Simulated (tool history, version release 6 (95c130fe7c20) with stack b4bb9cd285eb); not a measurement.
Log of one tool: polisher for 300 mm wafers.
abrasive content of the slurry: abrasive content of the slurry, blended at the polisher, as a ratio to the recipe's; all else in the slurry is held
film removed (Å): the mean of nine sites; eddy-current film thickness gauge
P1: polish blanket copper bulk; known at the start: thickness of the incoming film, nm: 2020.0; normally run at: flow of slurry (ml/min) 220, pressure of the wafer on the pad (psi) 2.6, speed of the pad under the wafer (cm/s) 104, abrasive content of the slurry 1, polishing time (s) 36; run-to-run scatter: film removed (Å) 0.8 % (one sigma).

run	hour	flow of slurry (ml/min)	pressure of the wafer on the pad (psi)	speed of the pad under the wafer (cm/s)	abrasive content of the slurry	polishing time (s)	wafers polished on this pad	hours since the slurry nozzle was cleaned	hours since the head pressure was calibrated	hours since the slurry blender was calibrated	film removed (Å)
1	11.5	220	2.6	104	1	36	664	122.2	857.1	227.5	3328.8
2	28.5	155	2.6	104	1	36	824	139.2	874.1	244.5	3131.8
# hour 35.5: slurry nozzle cleaned
3	39.1	220	2.6	150	1	36	923	3.6	884.7	255.1	4804.8
4	52.3	320	2.6	104	1	36	1048	16.8	897.9	268.3	3454.1
5	61.6	220	3.9	104	1	36	1135	26.1	907.2	277.6	4938
6	70.9	220	2.6	104	1	36	1222	35.4	916.5	286.9	3334.6
7	89.8	220	2.6	144	1	23	1400	54.3	935.4	305.8	2943.3
8	101.1	220	2.6	52	1	36	1506	65.6	946.7	317.1	1654.5
9	114.3	220	2.6	104	1	36	1631	78.8	959.9	330.3	3317.6
10	126.5	220	2.6	104	1	16	1745	91	972.1	342.5	1474.3
11	145	220	2.6	104	1.3	36	1919	109.5	990.6	361	3499.2
12	157.1	220	2.6	104	1	36	2033	121.6	1002.7	373.1	3345.7
13	171	315	2.6	104	0.65	36	2164	135.5	1016.6	387	3160.1
14	184.8	220	2.6	104	0.7	36	2294	149.3	1030.4	400.8	3107.1
15	195.4	220	2.6	104	1	47	2393	159.9	1041	411.4	4336
16	203.8	220	2.6	104	1	36	2472	168.3	1049.4	419.8	3336.5
17	212.8	220	1.4	104	1	36	2557	177.3	1058.4	428.8	1772.8
18	227.5	220	2.6	104	1	36	2695	192	1073.1	443.5	3325
19	241.6	220	2.6	104	1	36	2828	206.1	1087.2	457.6	3243
20	259.3	220	2.6	104	1	36	2994	223.8	1104.9	475.3	3180.4
21	274.2	220	2.6	104	1	36	3134	238.7	1119.8	490.2	3186.6

The next listed run, before its measurement:
# hour 289.9: slurry blender recalibrated
22	293.6	220	2.6	104	1	36	3317	258.1	1139.2	3.8	?

Run 22 gave film removed (Å) 3142.1.

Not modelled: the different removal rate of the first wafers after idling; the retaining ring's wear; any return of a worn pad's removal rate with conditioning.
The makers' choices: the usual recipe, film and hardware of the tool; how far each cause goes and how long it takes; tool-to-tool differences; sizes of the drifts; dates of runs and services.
